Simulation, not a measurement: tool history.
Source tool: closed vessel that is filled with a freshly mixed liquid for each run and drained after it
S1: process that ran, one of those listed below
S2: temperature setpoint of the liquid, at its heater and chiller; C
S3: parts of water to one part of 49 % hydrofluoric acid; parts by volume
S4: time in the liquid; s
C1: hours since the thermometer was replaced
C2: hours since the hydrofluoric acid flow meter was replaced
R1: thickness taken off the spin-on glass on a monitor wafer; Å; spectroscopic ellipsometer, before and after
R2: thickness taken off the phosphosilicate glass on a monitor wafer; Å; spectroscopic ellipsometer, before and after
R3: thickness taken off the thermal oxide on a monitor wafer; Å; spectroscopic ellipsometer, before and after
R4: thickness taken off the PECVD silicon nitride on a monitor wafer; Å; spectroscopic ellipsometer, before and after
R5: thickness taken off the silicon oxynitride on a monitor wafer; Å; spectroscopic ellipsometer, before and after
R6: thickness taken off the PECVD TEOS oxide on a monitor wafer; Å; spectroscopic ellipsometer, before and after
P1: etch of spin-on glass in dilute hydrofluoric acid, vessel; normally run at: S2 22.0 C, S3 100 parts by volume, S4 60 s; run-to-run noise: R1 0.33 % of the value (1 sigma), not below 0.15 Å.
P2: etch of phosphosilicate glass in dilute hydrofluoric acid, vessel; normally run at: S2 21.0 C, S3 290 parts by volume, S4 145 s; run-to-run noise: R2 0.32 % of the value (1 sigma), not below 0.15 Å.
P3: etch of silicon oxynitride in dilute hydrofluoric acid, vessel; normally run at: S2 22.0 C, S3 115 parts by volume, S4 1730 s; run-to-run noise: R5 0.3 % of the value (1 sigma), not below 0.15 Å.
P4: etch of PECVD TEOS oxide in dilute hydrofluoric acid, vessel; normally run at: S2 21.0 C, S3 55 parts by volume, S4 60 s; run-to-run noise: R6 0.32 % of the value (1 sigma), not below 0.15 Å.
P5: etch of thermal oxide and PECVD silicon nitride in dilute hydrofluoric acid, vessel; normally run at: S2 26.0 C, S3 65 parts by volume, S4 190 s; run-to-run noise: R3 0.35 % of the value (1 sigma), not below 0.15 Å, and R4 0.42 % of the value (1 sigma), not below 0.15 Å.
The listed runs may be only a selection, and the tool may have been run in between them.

{"run": 1, "day": 0.467, "S1": "P1", "S2": 22.0, "S3": 100, "S4": 60, "C1": 157.2, "C2": 202.2, "R1": 208.32}
{"run": 2, "day": 0.892, "S1": "P2", "S2": 28.0, "S3": 290, "S4": 145, "C1": 167.4, "C2": 212.4, "R2": 279.59}
{"run": 3, "day": 1.388, "S1": "P5", "S2": 26.0, "S3": 65, "S4": 190, "C1": 179.3, "C2": 224.3, "R3": 159.32, "R4": 185.87}
{"run": 4, "day": 1.779, "S1": "P1", "S2": 22.0, "S3": 100, "S4": 60, "C1": 188.7, "C2": 233.7, "R1": 207.4}
{"run": 5, "day": 2.071, "S1": "P2", "S2": 21.0, "S3": 60, "S4": 145, "C1": 195.7, "C2": 240.7, "R2": 1347.4}
{"run": 6, "day": 2.471, "S1": "P1", "S2": 17.0, "S3": 100, "S4": 60, "C1": 205.3, "C2": 250.3, "R1": 169.81}
{"run": 7, "day": 2.754, "S1": "P3", "S2": 22.0, "S3": 115, "S4": 2790, "C1": 212.1, "C2": 257.1, "R5": 642.98}
{"run": 8, "day": 3.092, "S1": "P3", "S2": 22.0, "S3": 205, "S4": 1730, "C1": 220.2, "C2": 265.2, "R5": 211.28}
{"run": 9, "day": 3.504, "S1": "P1", "S2": 22.0, "S3": 100, "S4": 95, "C1": 230.1, "C2": 275.1, "R1": 328.04}
{"run": 10, "day": 3.942, "S1": "P1", "S2": 22.0, "S3": 165, "S4": 60, "C1": 240.6, "C2": 285.6, "R1": 116.52}
{"run": 11, "day": 4.208, "S1": "P3", "S2": 22.0, "S3": 115, "S4": 1730, "C1": 247.0, "C2": 292.0, "R5": 400.32}
{"run": 12, "day": 4.562, "S1": "P2", "S2": 21.0, "S3": 290, "S4": 145, "C1": 255.5, "C2": 300.5, "R2": 219.56}
{"run": 13, "day": 5.062, "S1": "P1", "S2": 22.0, "S3": 100, "S4": 30, "C1": 267.5, "C2": 312.5, "R1": 103.76}
{"run": 14, "day": 5.5, "S1": "P1", "S2": 26.5, "S3": 25, "S4": 60, "C1": 278.0, "C2": 323.0, "R1": 1101.0}
{"run": 15, "day": 5.992, "S1": "P1", "S2": 22.0, "S3": 100, "S4": 60, "C1": 289.8, "C2": 334.8, "R1": 207.58}
{"run": 16, "day": 6.35, "S1": "P3", "S2": 30.5, "S3": 115, "S4": 1730, "C1": 298.4, "C2": 343.4, "R5": 591.62}
{"run": 17, "day": 6.817, "S1": "P4", "S2": 21.0, "S3": 55, "S4": 60, "C1": 309.6, "C2": 354.6, "R6": 120.92}
{"run": 18, "day": 7.038, "S1": "P5", "S2": 19.0, "S3": 65, "S4": 190, "C1": 314.9, "C2": 359.9, "R3": 119.23, "R4": 115.98}
{"run": 19, "day": 7.417, "S1": "P1", "S2": 22.0, "S3": 100, "S4": 60, "C1": 324.0, "C2": 369.0, "R1": 207.72}
{"run": 20, "day": 7.762, "S1": "P4", "S2": 21.0, "S3": 100, "S4": 60, "C1": 332.3, "C2": 377.3, "R6": 63.035}
{"run": 21, "day": 8.042, "S1": "P5", "S2": 26.0, "S3": 65, "S4": 290, "C1": 339.0, "C2": 384.0, "R3": 242.79, "R4": 282.85}
{"run": 22, "day": 8.362, "S1": "P5", "S2": 26.0, "S3": 65, "S4": 190, "C1": 346.7, "C2": 391.7, "R3": 159.13, "R4": 185.46}
{"run": 23, "day": 8.742, "S1": "P1", "S2": 26.5, "S3": 135, "S4": 60, "C1": 355.8, "C2": 400.8, "R1": 176.09}
{"run": 24, "day": 9.117, "S1": "P4", "S2": 21.0, "S3": 55, "S4": 60, "C1": 364.8, "C2": 409.8, "R6": 121.67}
{"run": 25, "day": 9.479, "S1": "P2", "S2": 21.0, "S3": 290, "S4": 145, "C1": 373.5, "C2": 418.5, "R2": 218.84}
{"run": 26, "day": 9.867, "S1": "P1", "S2": 17.0, "S3": 100, "S4": 30, "C1": 382.8, "C2": 427.8, "R1": 84.392}
{"run": 27, "day": 10.317, "S1": "P1", "S2": 30.0, "S3": 100, "S4": 60, "C1": 393.6, "C2": 438.6, "R1": 283.38}
{"run": 28, "day": 10.6, "S1": "P2", "S2": 21.0, "S3": 290, "S4": 245, "C1": 400.4, "C2": 445.4, "R2": 371.79}
{"run": 29, "day": 10.858, "S1": "P1", "S2": 22.0, "S3": 100, "S4": 60, "C1": 406.6, "C2": 451.6, "R1": 207.26}
{"run": 30, "day": 11.212, "S1": "P4", "S2": 28.0, "S3": 55, "S4": 60, "C1": 415.1, "C2": 460.1, "R6": 161.25}
{"run": 31, "day": 11.562, "S1": "P1", "S2": 22.0, "S3": 100, "S4": 60, "C1": 423.5, "C2": 468.5, "R1": 207.54}
{"run": 32, "day": 11.946, "S1": "P4", "S2": 21.0, "S3": 55, "S4": 30, "C1": 432.7, "C2": 477.7, "R6": 60.077}
{"run": 33, "day": 12.388, "S1": "P1", "S2": 22.0, "S3": 50, "S4": 60, "C1": 443.3, "C2": 488.3, "R1": 439.46}

Predict the results of run 34:
{"run": 34, "day": 12.846, "S1": "P5", "S2": 26.0, "S3": 95, "S4": 190, "C1": 454.3, "C2": 499.3, "R3": "?", "R4": "?"}

R3: 103.91 Å
R4: 127.26 Å

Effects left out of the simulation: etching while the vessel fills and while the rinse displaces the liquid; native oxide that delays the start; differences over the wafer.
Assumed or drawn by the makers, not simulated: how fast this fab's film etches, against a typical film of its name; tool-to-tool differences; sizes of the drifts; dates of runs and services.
